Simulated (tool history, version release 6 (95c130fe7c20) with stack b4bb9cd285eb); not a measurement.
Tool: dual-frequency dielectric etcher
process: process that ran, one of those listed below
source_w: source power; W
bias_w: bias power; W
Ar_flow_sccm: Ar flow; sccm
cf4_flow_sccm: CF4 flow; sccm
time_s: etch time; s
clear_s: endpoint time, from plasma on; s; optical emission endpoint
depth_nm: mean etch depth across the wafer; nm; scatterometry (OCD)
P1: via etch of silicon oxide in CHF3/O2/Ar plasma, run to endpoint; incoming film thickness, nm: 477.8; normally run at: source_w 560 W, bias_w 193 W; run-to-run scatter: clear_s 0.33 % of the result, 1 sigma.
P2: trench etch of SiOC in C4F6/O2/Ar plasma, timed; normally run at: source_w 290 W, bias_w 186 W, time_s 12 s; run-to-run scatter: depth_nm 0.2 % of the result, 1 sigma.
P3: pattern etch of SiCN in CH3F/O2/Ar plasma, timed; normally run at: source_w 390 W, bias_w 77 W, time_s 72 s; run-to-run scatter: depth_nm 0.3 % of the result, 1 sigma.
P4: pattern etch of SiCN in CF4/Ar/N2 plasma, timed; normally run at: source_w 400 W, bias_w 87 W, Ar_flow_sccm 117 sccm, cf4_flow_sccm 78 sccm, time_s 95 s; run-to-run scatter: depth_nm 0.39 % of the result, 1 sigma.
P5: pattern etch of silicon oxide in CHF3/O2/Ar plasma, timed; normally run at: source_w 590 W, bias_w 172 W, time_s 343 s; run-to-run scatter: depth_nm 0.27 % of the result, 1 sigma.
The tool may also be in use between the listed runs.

run   hour  process  source_w  bias_w  Ar_flow_sccm  cf4_flow_sccm  time_s  clear_s  depth_nm
  1   11.1       P1       560     193                                        243.55
  2   19.5       P4       400     121           117             78      95             89.052
  3   33.4       P2       290     114                                   12             18.815
  4   43.1       P5       590     172                                  343             650.79
  5   54.7       P1       350     156                                         310.8
  6   71.7       P4       400      87           117             78      95             77.533
  7   81.7       P1       560     193                                        242.84
  8   92.9       P1       560     265                                        217.93
  9  103.9       P4       400      87            91             78      95              80.48
 10  116.8       P4       530      87           117             78      95             100.21
 11  127.5       P1       560     193                                        243.84
 12  143.6       P2       290     186                                   12             21.921
     157.2  -- bias power generator calibrated
 13  157.2       P4       400      87           117            106      95             81.636
 14  165.9       P1       560     193                                        242.26
 15  180.4       P1       340     193                                         294.3
 16  191.3       P4       400      87           117             78     142             117.94
 17  202.3       P1       560     193                                        243.89
 18  216.3       P2       370     186                                   12             24.052
 19  227.5       P5       590     172                                  418             797.24
 20  238.5       P1       560     133                                        274.93
 21  251.2       P1       680     136                                        252.72
 22  261.2       P1       780     193                                        214.01
 23  277.9       P5       710     172                                  343             702.96
 24  295.3       P3       390      77                                   72             27.097
 25  308.6       P2       290     186                                   12             21.898
 26  318.3       P3       390      77                                 91.5             34.367
 27    327       P3       500      77                                   72             29.659
 28  341.9       P4       400      87           117             78      95             77.926
 29  351.1       P5       590     114                                  343             569.53
 30  360.2       P3       390      91                                   72             28.702
 31  369.5       P1       560     193                                         243.6
 32    381       P2       290     186                                  7.5             13.689
 33  393.8       P1       560     193                                         241.8
 34  403.6       P1       560     193                                        242.58
 35  420.5       P1       560     193                                        240.14
 36  433.9       P1       560     193                                         241.2
 37  448.1       P1       560     193                                        240.22
     451.7  -- wet clean of the chamber
 38  459.8       P1       560     193                                        239.25
 39  474.2       P1       560     193                                        239.88
 40  484.6       P1       560     193                                        241.02
 41  501.7       P1       560     193                                        239.92
 42  517.6       P1       560     193                                        239.53

What P1 gives has crept away from where it was. These 2 causes fit the log equally well, each at the size given:
A: source power that arrives over what is set, % = 4.43
B: bias power that arrives over what is set, % = 4.91
The creep began at about hour 393.8.
Why every other cause is out:
chamber walls in a state that raises the etch rate, %: serviced at hour 451.7, which brought nothing back

4 check runs are offered, each on 2 wafers whose results are averaged, their results left as question marks. Which one tells the causes apart?
check 1  533.5       P5       590     172                                  343                  ?
check 2  533.5       P4       400      87           117             78      95                  ?
check 3  533.5       P2       290     186                                   12                  ?
check 4  533.5       P3       390      77                                   72                  ?

What each check would give under each cause:
  check    result    if A    if B
check 1  depth_nm  663.75  663.38
check 2  depth_nm  81.311  79.681
check 3  depth_nm  22.287  22.264
check 4  depth_nm  27.453  27.483
How far apart the two closest causes lie, in the result that separates them most: check 1 0.06 %; check 2 2.03 %; check 3 0.1 %; check 4 0.11 %
Only check 2 tells the causes apart: in the others they would give nearly the same result.

Check 2 was then run and gave: depth_nm 79.707 nm. Which cause is it?

It is B: bias power that arrives over what is set, %.

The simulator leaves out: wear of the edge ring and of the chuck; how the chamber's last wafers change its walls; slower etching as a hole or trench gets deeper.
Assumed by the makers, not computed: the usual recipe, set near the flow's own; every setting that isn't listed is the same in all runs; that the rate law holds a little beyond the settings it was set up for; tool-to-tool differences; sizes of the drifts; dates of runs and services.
